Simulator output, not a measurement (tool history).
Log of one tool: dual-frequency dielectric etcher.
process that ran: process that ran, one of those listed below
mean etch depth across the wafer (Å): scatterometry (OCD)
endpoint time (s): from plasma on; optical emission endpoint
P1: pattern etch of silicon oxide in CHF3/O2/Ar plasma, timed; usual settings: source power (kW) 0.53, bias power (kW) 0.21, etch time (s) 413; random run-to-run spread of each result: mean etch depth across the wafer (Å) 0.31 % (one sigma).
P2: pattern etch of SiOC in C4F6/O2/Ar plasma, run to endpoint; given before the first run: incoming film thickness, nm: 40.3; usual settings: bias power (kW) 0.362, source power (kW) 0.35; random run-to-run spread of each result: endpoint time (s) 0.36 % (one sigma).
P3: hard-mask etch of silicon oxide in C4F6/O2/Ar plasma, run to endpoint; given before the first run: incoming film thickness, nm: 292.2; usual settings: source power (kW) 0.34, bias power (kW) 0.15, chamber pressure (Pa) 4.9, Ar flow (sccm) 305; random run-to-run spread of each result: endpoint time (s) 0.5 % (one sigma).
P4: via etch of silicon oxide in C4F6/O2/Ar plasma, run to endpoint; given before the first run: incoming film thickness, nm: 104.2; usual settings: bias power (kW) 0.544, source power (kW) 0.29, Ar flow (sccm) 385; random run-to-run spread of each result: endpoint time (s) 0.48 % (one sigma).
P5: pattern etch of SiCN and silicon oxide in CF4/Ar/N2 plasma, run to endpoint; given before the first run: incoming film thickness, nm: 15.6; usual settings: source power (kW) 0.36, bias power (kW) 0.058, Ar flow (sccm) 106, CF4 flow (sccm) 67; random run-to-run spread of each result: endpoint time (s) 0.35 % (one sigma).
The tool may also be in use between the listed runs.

| run | day | process that ran | source power (kW) | bias power (kW) | etch time (s) | chamber pressure (Pa) | Ar flow (sccm) | CF4 flow (sccm) | mean etch depth across the wafer (Å) | endpoint time (s) |
|---|---|---|---|---|---|---|---|---|---|---|
| 1 | 0.338 | P1 | 0.53 | 0.21 | 413 |  |  |  | 7990.7 |  |
| 2 | 0.912 | P3 | 0.4 | 0.15 |  | 4.9 | 305 |  |  | 98.284 |
| 3 | 1.492 | P1 | 0.53 | 0.21 | 413 |  |  |  | 8053.1 |  |
| 4 | 1.929 | P3 | 0.34 | 0.15 |  | 4.9 | 204 |  |  | 101.72 |
|  | 2.317 | bias power generator calibrated |
| 5 | 2.396 | P5 | 0.36 | 0.058 |  |  | 106 | 85 |  | 23.773 |
| 6 | 2.854 | P1 | 0.34 | 0.143 | 413 |  |  |  | 5915.3 |  |
| 7 | 3.45 | P1 | 0.53 | 0.249 | 413 |  |  |  | 8519.7 |  |
| 8 | 4.167 | P1 | 0.65 | 0.21 | 413 |  |  |  | 8632.5 |  |
| 9 | 4.492 | P1 | 0.53 | 0.21 | 413 |  |  |  | 8026.3 |  |
| 10 | 4.975 | P1 | 0.53 | 0.21 | 413 |  |  |  | 8033.3 |  |
| 11 | 5.433 | P5 | 0.36 | 0.035 |  |  | 106 | 67 |  | 28.691 |
| 12 | 6.146 | P1 | 0.53 | 0.161 | 413 |  |  |  | 7321.2 |  |
| 13 | 6.496 | P1 | 0.53 | 0.21 | 413 |  |  |  | 8059.1 |  |
| 14 | 6.938 | P4 | 0.29 | 0.645 |  |  | 385 |  |  | 23.324 |
| 15 | 7.492 | P4 | 0.29 | 0.544 |  |  | 385 |  |  | 24.978 |
| 16 | 7.921 | P2 | 0.35 | 0.362 |  |  |  |  |  | 16.534 |
| 17 | 8.629 | P5 | 0.24 | 0.058 |  |  | 106 | 67 |  | 35.277 |
| 18 | 8.95 | P3 | 0.34 | 0.15 |  | 4.9 | 305 |  |  | 105.81 |
| 19 | 9.608 | P1 | 0.32 | 0.21 | 307 |  |  |  | 4943.5 |  |
| 20 | 10.058 | P5 | 0.36 | 0.058 |  |  | 106 | 67 |  | 24.743 |
| 21 | 10.617 | P3 | 0.34 | 0.15 |  | 6.7 | 305 |  |  | 108.75 |
| 22 | 10.946 | P1 | 0.35 | 0.21 | 413 |  |  |  | 6886.8 |  |
| 23 | 11.675 | P4 | 0.29 | 0.544 |  |  | 464 |  |  | 25.411 |
|  | 11.929 | wet clean of the chamber |
| 24 | 12.2 | P2 | 0.27 | 0.362 |  |  |  |  |  | 18.389 |
| 25 | 12.708 | P5 | 0.36 | 0.058 |  |  | 149 | 67 |  | 25.874 |
| 26 | 13.129 | P1 | 0.53 | 0.21 | 228.5 |  |  |  | 4421.9 |  |
| 27 | 13.583 | P2 | 0.35 | 0.219 |  |  |  |  |  | 19.808 |
| 28 | 14.229 | P2 | 0.35 | 0.362 |  |  |  |  |  | 16.65 |
| 29 | 14.554 | P4 | 0.21 | 0.544 |  |  | 385 |  |  | 27.851 |
| 30 | 14.946 | P1 | 0.53 | 0.21 | 526 |  |  |  | 10290 |  |
| 31 | 15.667 | P3 | 0.34 | 0.186 |  | 4.9 | 305 |  |  | 98.556 |
| 32 | 16.392 | P1 | 0.53 | 0.21 | 413 |  |  |  | 8000.2 |  |
| 33 | 16.871 | P1 | 0.53 | 0.21 | 413 |  |  |  | 8068.4 |  |
| 34 | 17.225 | P1 | 0.53 | 0.21 | 413 |  |  |  | 8107.1 |  |
| 35 | 17.696 | P1 | 0.53 | 0.21 | 413 |  |  |  | 8110.5 |  |
| 36 | 18.329 | P1 | 0.53 | 0.21 | 413 |  |  |  | 8127.9 |  |
|  | 18.592 | wet clean of the chamber |
| 37 | 19.029 | P1 | 0.53 | 0.21 | 413 |  |  |  | 8172.6 |  |
| 38 | 19.75 | P1 | 0.53 | 0.21 | 413 |  |  |  | 8151.7 |  |

P1 has crept away from where it was. The log is fitted equally well by each of these 2 causes, at the sizes shown:
A: source power that arrives over what is set, % = 4.13
B: bias power that arrives over what is set, % = 4.46
The gradual shift began around day 16.392.
Why every other cause is out:
chamber walls in a state that raises the etch rate, %: was serviced at day 18.592, once the creep was under way, yet the earlier output never came back

The 4 check runs listed below each average the results of 2 wafers, and their outcomes are marked with question marks. Under which run would the listed causes produce clearly different results?
| check 1 | 20.471 | P2 | 0.35 | 0.362 |  |  |  |  |  | ? |
| check 2 | 20.471 | P4 | 0.29 | 0.544 |  |  | 385 |  |  | ? |
| check 3 | 20.471 | P3 | 0.34 | 0.15 |  | 4.9 | 305 |  |  | ? |
| check 4 | 20.471 | P5 | 0.36 | 0.058 |  |  | 106 | 67 |  | ? |

How each check would come out, cause by cause:
| check | result | if A | if B |
|---|---|---|---|
| check 1 | endpoint time (s) | 16.376 | 16.368 |
| check 2 | endpoint time (s) | 24.636 | 24.586 |
| check 3 | endpoint time (s) | 103.95 | 104.2 |
| check 4 | endpoint time (s) | 23.749 | 24.258 |
Per-check spread between the two closest causes, in the result where they differ most: check 1 0.05 %; check 2 0.2 %; check 3 0.24 %; check 4 2.12 %
Check 4 tells the causes apart: in the others they would give nearly the same result.

Here is what check 4 returned: endpoint time (s) 23.698. Which cause is it?

The cause is A: source power that arrives over what is set, %.
